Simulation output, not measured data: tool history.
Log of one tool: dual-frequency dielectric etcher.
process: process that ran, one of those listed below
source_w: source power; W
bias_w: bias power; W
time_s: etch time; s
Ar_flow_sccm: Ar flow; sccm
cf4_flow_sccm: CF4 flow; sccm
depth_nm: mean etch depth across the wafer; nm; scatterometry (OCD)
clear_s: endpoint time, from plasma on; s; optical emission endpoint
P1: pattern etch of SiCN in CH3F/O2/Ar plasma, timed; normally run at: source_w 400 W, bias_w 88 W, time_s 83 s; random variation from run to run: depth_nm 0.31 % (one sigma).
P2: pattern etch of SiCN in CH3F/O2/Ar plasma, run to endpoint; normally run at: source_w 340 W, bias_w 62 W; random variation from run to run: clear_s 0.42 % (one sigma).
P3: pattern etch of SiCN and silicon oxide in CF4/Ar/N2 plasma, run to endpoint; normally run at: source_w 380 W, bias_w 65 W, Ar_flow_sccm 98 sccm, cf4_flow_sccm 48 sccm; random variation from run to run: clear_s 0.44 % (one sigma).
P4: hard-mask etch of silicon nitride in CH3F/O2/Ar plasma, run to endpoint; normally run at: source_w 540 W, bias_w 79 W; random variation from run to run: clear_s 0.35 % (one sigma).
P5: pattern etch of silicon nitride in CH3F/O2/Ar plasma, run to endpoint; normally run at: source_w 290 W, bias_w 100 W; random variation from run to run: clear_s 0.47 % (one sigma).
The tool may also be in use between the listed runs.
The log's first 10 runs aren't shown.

run,hour,process,source_w,bias_w,time_s,Ar_flow_sccm,cf4_flow_sccm,hours since the last wet clean,hours since the last source power generator calibration,hours since the last bias power generator calibration,depth_nm,clear_s
11,74.1,P3,380,43,,98,48,555.4,2207,688,,15.606
12,78.9,P5,290,79,,,,560.2,2211.8,692.8,,77.735
13,85.7,P1,400,88,83,,,567,2218.6,699.6,32.288,
14,92.1,P1,400,88,83,,,573.4,2225,706,32.209,
15,97.8,P4,770,79,,,,579.1,2230.7,711.7,,59.837
16,105.5,P4,540,79,,,,586.8,2238.4,719.4,,68.826
17,110,P1,400,64,83,,,591.3,2242.9,723.9,28.818,
# hour 110.8: wet clean of the chamber
18,116.6,P1,400,88,83,,,5.9,2249.5,730.5,32.239,
19,124.1,P4,540,109,,,,13.4,2257,738,,61.099
20,129.9,P5,290,100,,,,19.2,2262.8,743.8,,71.224
21,138.7,P1,400,88,119.5,,,28,2271.6,752.6,46.486,
22,143.1,P5,370,100,,,,32.4,2276,757,,65.325
23,149.5,P3,380,65,,98,39,38.8,2282.4,763.4,,14.048
24,156.6,P3,530,65,,98,48,45.9,2289.5,770.5,,10.123
# hour 158.1: source power generator calibrated
25,163.7,P1,400,88,83,,,53,5.7,777.6,32.08,

The next listed run, before its measurement:
26,169.3,P4,540,79,,,,58.6,11.3,783.2,,?

clear_s: 68.626 s
